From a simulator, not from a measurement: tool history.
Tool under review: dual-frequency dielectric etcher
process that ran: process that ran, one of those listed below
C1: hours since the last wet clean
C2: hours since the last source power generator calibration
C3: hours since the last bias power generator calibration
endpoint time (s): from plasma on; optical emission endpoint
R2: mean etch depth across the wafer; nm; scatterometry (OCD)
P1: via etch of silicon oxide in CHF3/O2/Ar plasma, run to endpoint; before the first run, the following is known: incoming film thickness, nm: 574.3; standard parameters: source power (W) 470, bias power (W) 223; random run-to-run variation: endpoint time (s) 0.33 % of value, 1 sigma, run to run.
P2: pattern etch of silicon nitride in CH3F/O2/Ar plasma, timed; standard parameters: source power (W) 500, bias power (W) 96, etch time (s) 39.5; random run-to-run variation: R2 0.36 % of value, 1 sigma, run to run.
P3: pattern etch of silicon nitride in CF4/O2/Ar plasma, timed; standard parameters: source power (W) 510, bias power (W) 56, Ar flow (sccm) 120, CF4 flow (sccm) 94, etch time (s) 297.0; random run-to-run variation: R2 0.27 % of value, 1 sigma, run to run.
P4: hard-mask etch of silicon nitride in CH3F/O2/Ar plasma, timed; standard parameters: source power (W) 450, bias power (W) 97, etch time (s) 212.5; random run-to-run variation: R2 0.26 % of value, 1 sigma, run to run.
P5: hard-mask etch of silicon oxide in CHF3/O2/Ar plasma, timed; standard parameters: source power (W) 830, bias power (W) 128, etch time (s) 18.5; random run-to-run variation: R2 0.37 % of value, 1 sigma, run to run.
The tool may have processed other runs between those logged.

{"run": 1, "hour": 12.4, "process that ran": "P1", "source power (W)": 470, "bias power (W)": 223, "C1": 214.9, "C2": 1486.2, "C3": 836.7, "endpoint time (s)": 291.04}
{"run": 2, "hour": 25.2, "process that ran": "P3", "source power (W)": 690, "bias power (W)": 56, "Ar flow (sccm)": 120, "CF4 flow (sccm)": 94, "etch time (s)": 297.0, "C1": 227.7, "C2": 1499.0, "C3": 849.5, "R2": 730.73}
{"run": 3, "hour": 36.7, "process that ran": "P2", "source power (W)": 500, "bias power (W)": 96, "etch time (s)": 39.5, "C1": 239.2, "C2": 1510.5, "C3": 861.0, "R2": 31.799}
{"run": 4, "hour": 48.8, "process that ran": "P4", "source power (W)": 450, "bias power (W)": 57, "etch time (s)": 212.5, "C1": 251.3, "C2": 1522.6, "C3": 873.1, "R2": 148.87}
{"run": 5, "hour": 56.4, "process that ran": "P3", "source power (W)": 510, "bias power (W)": 56, "Ar flow (sccm)": 71, "CF4 flow (sccm)": 94, "etch time (s)": 297.0, "C1": 258.9, "C2": 1530.2, "C3": 880.7, "R2": 598.1}
{"run": 6, "hour": 65.0, "process that ran": "P1", "source power (W)": 570, "bias power (W)": 141, "C1": 267.5, "C2": 1538.8, "C3": 889.3, "endpoint time (s)": 317.67}
{"run": 7, "hour": 78.0, "process that ran": "P5", "source power (W)": 830, "bias power (W)": 128, "etch time (s)": 18.5, "C1": 280.5, "C2": 1551.8, "C3": 902.3, "R2": 35.557}
{"run": 8, "hour": 88.8, "process that ran": "P2", "source power (W)": 500, "bias power (W)": 96, "etch time (s)": 26.0, "C1": 291.3, "C2": 1562.6, "C3": 913.1, "R2": 21.023}
{"run": 9, "hour": 99.4, "process that ran": "P4", "source power (W)": 290, "bias power (W)": 97, "etch time (s)": 212.5, "C1": 301.9, "C2": 1573.2, "C3": 923.7, "R2": 151.78}
{"run": 10, "hour": 110.5, "process that ran": "P5", "source power (W)": 830, "bias power (W)": 128, "etch time (s)": 18.5, "C1": 313.0, "C2": 1584.3, "C3": 934.8, "R2": 35.99}
{"run": 11, "hour": 117.0, "process that ran": "P3", "source power (W)": 510, "bias power (W)": 56, "Ar flow (sccm)": 120, "CF4 flow (sccm)": 94, "etch time (s)": 297.0, "C1": 319.5, "C2": 1590.8, "C3": 941.3, "R2": 562.95}
{"run": 12, "hour": 128.4, "process that ran": "P1", "source power (W)": 380, "bias power (W)": 223, "C1": 330.9, "C2": 1602.2, "C3": 952.7, "endpoint time (s)": 316.29}
{"run": 13, "hour": 135.5, "process that ran": "P2", "source power (W)": 350, "bias power (W)": 96, "etch time (s)": 39.5, "C1": 338.0, "C2": 1609.3, "C3": 959.8, "R2": 28.052}
{"run": 14, "hour": 150.2, "process that ran": "P1", "source power (W)": 660, "bias power (W)": 176, "C1": 352.7, "C2": 1624.0, "C3": 974.5, "endpoint time (s)": 277.46}
{"run": 15, "hour": 162.8, "process that ran": "P1", "source power (W)": 470, "bias power (W)": 223, "C1": 365.3, "C2": 1636.6, "C3": 987.1, "endpoint time (s)": 290.24}
{"run": 16, "hour": 172.2, "process that ran": "P3", "source power (W)": 510, "bias power (W)": 56, "Ar flow (sccm)": 120, "CF4 flow (sccm)": 119, "etch time (s)": 297.0, "C1": 374.7, "C2": 1646.0, "C3": 996.5, "R2": 581.44}
{"run": 17, "hour": 180.9, "process that ran": "P1", "source power (W)": 290, "bias power (W)": 172, "C1": 383.4, "C2": 1654.7, "C3": 1005.2, "endpoint time (s)": 384.7}
{"run": 18, "hour": 188.1, "process that ran": "P1", "source power (W)": 470, "bias power (W)": 223, "C1": 390.6, "C2": 1661.9, "C3": 1012.4, "endpoint time (s)": 290.57}
{"run": 19, "hour": 197.7, "process that ran": "P2", "source power (W)": 500, "bias power (W)": 130, "etch time (s)": 39.5, "C1": 400.2, "C2": 1671.5, "C3": 1022.0, "R2": 35.776}
{"run": 20, "hour": 209.3, "process that ran": "P5", "source power (W)": 830, "bias power (W)": 171, "etch time (s)": 18.5, "C1": 411.8, "C2": 1683.1, "C3": 1033.6, "R2": 39.125}
{"run": 21, "hour": 221.8, "process that ran": "P1", "source power (W)": 650, "bias power (W)": 223, "C1": 424.3, "C2": 1695.6, "C3": 1046.1, "endpoint time (s)": 259.3}
{"run": 22, "hour": 236.4, "process that ran": "P3", "source power (W)": 510, "bias power (W)": 34, "Ar flow (sccm)": 120, "CF4 flow (sccm)": 94, "etch time (s)": 297.0, "C1": 438.9, "C2": 1710.2, "C3": 1060.7, "R2": 466.29}
{"run": 23, "hour": 249.6, "process that ran": "P3", "source power (W)": 510, "bias power (W)": 56, "Ar flow (sccm)": 120, "CF4 flow (sccm)": 94, "etch time (s)": 390.5, "C1": 452.1, "C2": 1723.4, "C3": 1073.9, "R2": 743.74}
{"run": 24, "hour": 261.8, "process that ran": "P1", "source power (W)": 470, "bias power (W)": 280, "C1": 464.3, "C2": 1735.6, "C3": 1086.1, "endpoint time (s)": 267.93}
{"run": 25, "hour": 273.9, "process that ran": "P5", "source power (W)": 830, "bias power (W)": 128, "etch time (s)": 26.0, "C1": 476.4, "C2": 1747.7, "C3": 1098.2, "R2": 50.331}

For run 26, what comes out?
{"run": 26, "hour": 283.2, "process that ran": "P4", "source power (W)": 450, "bias power (W)": 97, "etch time (s)": 164.5, "C1": 485.7, "C2": 1757.0, "C3": 1107.5, "R2": "?"}

Run 26 produced R2 138.610 nm.

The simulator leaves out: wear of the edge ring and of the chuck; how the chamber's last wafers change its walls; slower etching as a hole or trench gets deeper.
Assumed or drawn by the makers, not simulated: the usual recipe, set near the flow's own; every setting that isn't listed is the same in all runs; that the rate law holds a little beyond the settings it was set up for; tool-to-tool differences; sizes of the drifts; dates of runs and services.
